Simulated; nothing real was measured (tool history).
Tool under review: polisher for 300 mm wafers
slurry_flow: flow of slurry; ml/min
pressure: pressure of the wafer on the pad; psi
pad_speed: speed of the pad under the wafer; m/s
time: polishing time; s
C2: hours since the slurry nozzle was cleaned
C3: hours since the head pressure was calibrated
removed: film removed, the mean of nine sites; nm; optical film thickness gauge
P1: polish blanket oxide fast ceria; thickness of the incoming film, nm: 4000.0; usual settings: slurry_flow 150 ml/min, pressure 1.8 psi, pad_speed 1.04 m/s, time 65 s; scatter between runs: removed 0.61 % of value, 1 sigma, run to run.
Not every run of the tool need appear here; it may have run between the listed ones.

{"run": 1, "day": 0.658, "slurry_flow": 150, "pressure": 1.8, "pad_speed": 1.04, "time": 65, "wafers polished on this pad": 1167, "C2": 143.5, "C3": 281.3, "removed": 729.61}
{"run": 2, "day": 1.196, "slurry_flow": 150, "pressure": 0.9, "pad_speed": 1.54, "time": 65, "wafers polished on this pad": 1314, "C2": 156.4, "C3": 294.2, "removed": 541.65}
{"run": 3, "day": 1.867, "slurry_flow": 210, "pressure": 2.3, "pad_speed": 1.04, "time": 65, "wafers polished on this pad": 1498, "C2": 172.5, "C3": 310.3, "removed": 983.72}
{"run": 4, "day": 2.625, "slurry_flow": 110, "pressure": 1.8, "pad_speed": 1.04, "time": 65, "wafers polished on this pad": 1706, "C2": 190.7, "C3": 328.5, "removed": 686.51}
{"day": 2.658, "done": "slurry nozzle cleaned"}
{"run": 5, "day": 3.067, "slurry_flow": 150, "pressure": 0.9, "pad_speed": 1.04, "time": 65, "wafers polished on this pad": 1828, "C2": 9.8, "C3": 339.1, "removed": 363.82}
{"run": 6, "day": 3.825, "slurry_flow": 150, "pressure": 1.8, "pad_speed": 1.6, "time": 65, "wafers polished on this pad": 2036, "C2": 28, "C3": 357.3, "removed": 1107.2}
{"run": 7, "day": 4.288, "slurry_flow": 150, "pressure": 1.8, "pad_speed": 1.04, "time": 96, "wafers polished on this pad": 2163, "C2": 39.1, "C3": 368.4, "removed": 1069.9}
{"run": 8, "day": 4.921, "slurry_flow": 105, "pressure": 1.8, "pad_speed": 1.3, "time": 65, "wafers polished on this pad": 2336, "C2": 54.3, "C3": 383.6, "removed": 853.11}
{"run": 9, "day": 5.542, "slurry_flow": 230, "pressure": 1.8, "pad_speed": 1.04, "time": 65, "wafers polished on this pad": 2507, "C2": 69.2, "C3": 398.5, "removed": 770.05}
{"run": 10, "day": 6.238, "slurry_flow": 150, "pressure": 1.8, "pad_speed": 0.46, "time": 65, "wafers polished on this pad": 2698, "C2": 85.9, "C3": 415.2, "removed": 321.6}
{"run": 11, "day": 6.612, "slurry_flow": 150, "pressure": 1.8, "pad_speed": 1.04, "time": 65, "wafers polished on this pad": 2800, "C2": 94.9, "C3": 424.2, "removed": 735.63}
{"run": 12, "day": 7.029, "slurry_flow": 150, "pressure": 2.8, "pad_speed": 1.04, "time": 65, "wafers polished on this pad": 2915, "C2": 104.9, "C3": 434.2, "removed": 1138.4}
{"run": 13, "day": 7.525, "slurry_flow": 150, "pressure": 1.8, "pad_speed": 1.04, "time": 65, "wafers polished on this pad": 3051, "C2": 116.8, "C3": 446.1, "removed": 730.81}
{"run": 14, "day": 8.142, "slurry_flow": 150, "pressure": 1.8, "pad_speed": 1.04, "time": 37, "wafers polished on this pad": 3220, "C2": 131.6, "C3": 460.9, "removed": 418.26}
{"run": 15, "day": 8.862, "slurry_flow": 150, "pressure": 1.8, "pad_speed": 1.04, "time": 65, "wafers polished on this pad": 3418, "C2": 148.9, "C3": 478.2, "removed": 730.44}
{"run": 16, "day": 9.462, "slurry_flow": 150, "pressure": 1.8, "pad_speed": 1.04, "time": 65, "wafers polished on this pad": 3582, "C2": 163.3, "C3": 492.6, "removed": 725.16}
{"run": 17, "day": 10.021, "slurry_flow": 150, "pressure": 1.8, "pad_speed": 1.04, "time": 65, "wafers polished on this pad": 3736, "C2": 176.7, "C3": 506, "removed": 729.05}
{"run": 18, "day": 10.45, "slurry_flow": 150, "pressure": 1.8, "pad_speed": 1.04, "time": 65, "wafers polished on this pad": 3853, "C2": 187, "C3": 516.3, "removed": 709.69}
{"run": 19, "day": 10.812, "slurry_flow": 150, "pressure": 1.8, "pad_speed": 1.04, "time": 65, "wafers polished on this pad": 3953, "C2": 195.7, "C3": 525, "removed": 696.67}
{"run": 20, "day": 11.167, "slurry_flow": 150, "pressure": 1.8, "pad_speed": 1.04, "time": 65, "wafers polished on this pad": 4050, "C2": 204.2, "C3": 533.5, "removed": 681.93}
{"day": 11.221, "done": "head pressure recalibrated"}
{"run": 21, "day": 11.862, "slurry_flow": 150, "pressure": 1.8, "pad_speed": 1.04, "time": 65, "wafers polished on this pad": 4241, "C2": 220.9, "C3": 15.4, "removed": 673.81}
{"run": 22, "day": 12.504, "slurry_flow": 150, "pressure": 1.8, "pad_speed": 1.04, "time": 65, "wafers polished on this pad": 4417, "C2": 236.3, "C3": 30.8, "removed": 671.59}
{"run": 23, "day": 13.188, "slurry_flow": 150, "pressure": 1.8, "pad_speed": 1.04, "time": 65, "wafers polished on this pad": 4604, "C2": 252.7, "C3": 47.2, "removed": 670.96}

What P1 gives has crept away from where it was. These 2 causes fit the log equally well, each at the size given:
A: slurry flow missing at the pad, % = 35
B: removal rate lost through wear of the pad, % = 8.67
The creep began at about day 10.021.
Other possible causes, and why each is ruled out:
head's pressure below its setpoint, %: serviced after onset, at day 11.221, with no recovery of the prior output

Of the 4 check runs below, each run on 3 wafers with the results averaged and each result still a question mark, which one would tell the listed causes apart?
{"run": "check 1", "day": 13.871, "slurry_flow": 150, "pressure": 2.8, "pad_speed": 1.04, "time": 88, "removed": "?"}
{"run": "check 2", "day": 13.871, "slurry_flow": 150, "pressure": 1.8, "pad_speed": 1.58, "time": 89, "removed": "?"}
{"run": "check 3", "day": 13.871, "slurry_flow": 150, "pressure": 1.8, "pad_speed": 0.46, "time": 39, "removed": "?"}
{"run": "check 4", "day": 13.871, "slurry_flow": 220, "pressure": 1.8, "pad_speed": 1.04, "time": 91, "removed": "?"}

Expected result of each check under each candidate cause:
check=check_1 result=removed if_A=1404.6 if_B=1404.8
check=check_2 result=removed if_A=1387.3 if_B=1387.6
check=check_3 result=removed if_A=176.99 if_B=177.02
check=check_4 result=removed if_A=1013.9 if_B=987.11
Distance between the nearest two causes, measured in the result of the check that separates them most: check 1 0.02 %; check 2 0.02 %; check 3 0.02 %; check 4 2.68 %
Check 4 distinguishes between the causes, while the remaining checks would return nearly the same result for all of them.

Running check 4 produced the following: removed 1014.2 nm. Which one of the listed causes fits?

Of the candidate causes, it is A: slurry flow missing at the pad, %.
